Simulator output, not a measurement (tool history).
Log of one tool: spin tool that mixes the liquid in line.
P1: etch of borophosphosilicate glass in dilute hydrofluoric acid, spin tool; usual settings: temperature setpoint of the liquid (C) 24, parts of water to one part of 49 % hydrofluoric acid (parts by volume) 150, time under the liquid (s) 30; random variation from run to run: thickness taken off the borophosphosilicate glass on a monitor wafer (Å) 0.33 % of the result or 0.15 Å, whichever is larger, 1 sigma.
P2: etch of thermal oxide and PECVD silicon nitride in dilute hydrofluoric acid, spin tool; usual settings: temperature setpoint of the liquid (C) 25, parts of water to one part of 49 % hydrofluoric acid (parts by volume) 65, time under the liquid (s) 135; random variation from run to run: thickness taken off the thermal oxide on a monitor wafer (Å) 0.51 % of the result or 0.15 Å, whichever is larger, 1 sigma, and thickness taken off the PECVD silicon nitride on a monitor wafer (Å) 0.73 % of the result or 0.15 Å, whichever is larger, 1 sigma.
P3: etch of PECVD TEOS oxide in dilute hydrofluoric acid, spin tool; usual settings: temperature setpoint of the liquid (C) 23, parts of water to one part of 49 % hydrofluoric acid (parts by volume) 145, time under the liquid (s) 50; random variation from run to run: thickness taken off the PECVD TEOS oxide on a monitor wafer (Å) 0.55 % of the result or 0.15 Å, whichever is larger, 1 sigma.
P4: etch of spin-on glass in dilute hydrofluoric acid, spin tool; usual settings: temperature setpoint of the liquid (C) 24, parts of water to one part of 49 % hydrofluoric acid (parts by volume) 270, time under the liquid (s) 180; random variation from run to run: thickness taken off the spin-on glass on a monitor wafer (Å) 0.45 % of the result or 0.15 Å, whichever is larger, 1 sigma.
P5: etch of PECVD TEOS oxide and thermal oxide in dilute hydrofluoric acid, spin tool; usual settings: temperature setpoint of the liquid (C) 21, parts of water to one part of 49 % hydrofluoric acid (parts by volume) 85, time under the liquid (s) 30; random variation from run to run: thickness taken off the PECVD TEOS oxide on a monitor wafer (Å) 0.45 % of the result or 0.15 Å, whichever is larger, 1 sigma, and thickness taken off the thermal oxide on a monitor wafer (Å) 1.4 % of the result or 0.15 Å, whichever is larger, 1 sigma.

run    day  process that ran  temperature setpoint of the liquid (C)  parts of water to one part of 49 % hydrofluoric acid (parts by volume)  time under the liquid (s)  hours since the thermometer was replaced  hours since the hydrofluoric acid flow meter was replaced  thickness taken off the borophosphosilicate glass on a monitor wafer (Å)  thickness taken off the thermal oxide on a monitor wafer (Å)  thickness taken off the PECVD silicon nitride on a monitor wafer (Å)  thickness taken off the PECVD TEOS oxide on a monitor wafer (Å)  thickness taken off the spin-on glass on a monitor wafer (Å)
  1  0.129                P1                                      24                                                                     150                         30                                    1935.4                                                        658                                                                    107.06
  2    0.3                P1                                      24                                                                     265                         30                                    1939.5                                                      662.1                                                                    53.437
  3  0.479                P2                                      25                                                                      65                        135                                    1943.8                                                      666.4                                                                                                                                  98.586                                                                37.398
  4  0.667                P1                                      24                                                                      65                         30                                    1948.3                                                      670.9                                                                    273.12
  5  0.796                P5                                      25                                                                      85                         30                                    1951.4                                                        674                                                                                                                                  18.383                                                                                                                                 56.545
  6  0.912                P1                                      24                                                                     150                         30                                    1954.2                                                      676.8                                                                    106.33
  7  1.071                P4                                      24                                                                     385                        180                                      1958                                                      680.6                                                                                                                                                                                                                                                                                                                                        90.15
  8  1.279                P5                                      21                                                                      85                         60                                      1963                                                      685.6                                                                                                                                  30.603                                                                                                                                 96.277
  9  1.462                P1                                      24                                                                     230                         60                                    1967.4                                                        690                                                                    127.09
 10  1.646                P1                                      24                                                                     150                         15                                    1971.8                                                      694.4                                                                    53.221
 11  1.783                P3                                      23                                                                     145                         25                                    1975.1                                                      697.7                                                                                                                                                                                                                                                                         21.086
 12  1.929                P2                                      25                                                                      65                        205                                    1978.6                                                      701.2                                                                                                                                  151.52                                                                56.763
 13  2.062                P5                                      21                                                                      45                         30                                    1981.8                                                      704.4                                                                                                                                  30.846                                                                                                                                 94.763
 14  2.183                P3                                      23                                                                     145                         50                                    1984.7                                                      707.3                                                                                                                                                                                                                                                                          41.51
 15  2.396                P4                                    29.5                                                                     270                        180                                    1989.8                                                      712.4                                                                                                                                                                                                                                                                                                                                       172.65
 16    2.5                P1                                      24                                                                     150                         30                                    1992.3                                                      714.9                                                                    106.74
 17  2.671                P2                                      25                                                                      95                        135                                    1996.4                                                        719                                                                                                                                   65.29                                                                25.864
 18  2.842                P1                                      24                                                                     150                         30                                    2000.5                                                      723.1                                                                    106.19
 19   3.05                P1                                    30.5                                                                     150                         30                                    2005.5                                                      728.1                                                                    135.88
 20  3.188                P1                                      24                                                                     150                         50                                    2008.8                                                      731.4                                                                    177.83
 21  3.392                P1                                      24                                                                     150                         30                                    2013.7                                                      736.3                                                                    106.13
 22  3.512                P3                                      30                                                                     145                         50                                    2016.6                                                      739.2                                                                                                                                                                                                                                                                         54.666
 23  3.683                P1                                      17                                                                     150                         30                                    2020.7                                                      743.3                                                                    80.663
 24  3.808                P3                                      23                                                                     240                         50                                    2023.7                                                      746.3                                                                                                                                                                                                                                                                         22.517
 25      4                P2                                    31.5                                                                      65                        135                                    2028.3                                                      750.9                                                                                                                                  129.06                                                                56.434
 26  4.158                P1                                      24                                                                     150                         30                                    2032.1                                                      754.7                                                                    105.89
 27  4.367                P5                                      21                                                                      85                         30                                    2037.1                                                      759.7                                                                                                                                  14.904                                                                                                                                 48.068
 28  4.538                P4                                      24                                                                     270                        180                                    2041.2                                                      763.8                                                                                                                                                                                                                                                                                                                                       142.71
 29  4.667                P1                                      18                                                                      55                         30                                    2044.3                                                      766.9                                                                    251.65
 30  4.808                P4                                      24                                                                     270                         80                                    2047.7                                                      770.3                                                                                                                                                                                                                                                                                                                                       63.497
 31  4.983                P4                                      24                                                                     270                        180                                    2051.9                                                      774.5                                                                                                                                                                                                                                                                                                                                       143.22
 32  5.112                P1                                      24                                                                     150                         30                                      2055                                                      777.6                                                                    105.46
 33  5.233                P1                                      24                                                                     150                         30                                    2057.9                                                      780.5                                                                    104.08
 34  5.433                P1                                      24                                                                     150                         30                                    2062.7                                                      785.3                                                                    101.14
 35  5.629                P1                                      24                                                                     150                         30                                    2067.4                                                        790                                                                    100.15
 36  5.821                P1                                      24                                                                     150                         30                                      2072                                                      794.6                                                                    100.05
 37  5.942                P1                                      24                                                                     150                         30                                    2074.9                                                      797.5                                                                    99.596
 38  6.121                P1                                      24                                                                     150                         30                                    2079.2                                                      801.8                                                                    99.075
 39  6.312                P1                                      24                                                                     150                         30                                    2083.8                                                      806.4                                                                    99.186

What P1 gives has crept away from where it was. These 2 causes fit the log equally well, each at the size given:
A: hydrofluoric acid flow below the setpoint (%) = 5.71
B: liquid colder than its thermometer reads (K) = 1.8
The creep began at about day 5.112.

4 check runs are offered, one wafer each, their results left as question marks. Which one tells the causes apart?
check 1  6.504                P5                                      21                                                                      85                         30                                                                                                                                                                                                                                            ?                                                                                                                                      ?
check 2  6.504                P2                                      25                                                                      65                        135                                                                                                                                                                                                                                            ?                                                                     ?
check 3  6.504                P3                                      23                                                                     145                         50                                                                                                                                                                                                                                                                                                                                                                                   ?
check 4  6.504                P4                                      24                                                                     270                        180                                                                                                                                                                                                                                                                                                                                                                                                                                                 ?

What each check would give under each cause:
  check                                                                result    if A    if B
check 1          thickness taken off the thermal oxide on a monitor wafer (Å)  14.221  14.083
check 1       thickness taken off the PECVD TEOS oxide on a monitor wafer (Å)   44.91  44.473
check 2          thickness taken off the thermal oxide on a monitor wafer (Å)  93.381  92.537
check 2  thickness taken off the PECVD silicon nitride on a monitor wafer (Å)  35.251  33.117
check 3       thickness taken off the PECVD TEOS oxide on a monitor wafer (Å)  38.988  38.919
check 4          thickness taken off the spin-on glass on a monitor wafer (Å)   132.9  134.32
How far apart the two closest causes lie, in the result that separates them most: check 1 0.98 %; check 2 6.24 %; check 3 0.18 %; check 4 1.07 %
Check 2 tells the causes apart: in the others they would give nearly the same result.

Check 2 was then run and gave: thickness taken off the thermal oxide on a monitor wafer (Å) 93.001; thickness taken off the PECVD silicon nitride on a monitor wafer (Å) 35.133. Which cause is it?

It is A: hydrofluoric acid flow below the setpoint (%).

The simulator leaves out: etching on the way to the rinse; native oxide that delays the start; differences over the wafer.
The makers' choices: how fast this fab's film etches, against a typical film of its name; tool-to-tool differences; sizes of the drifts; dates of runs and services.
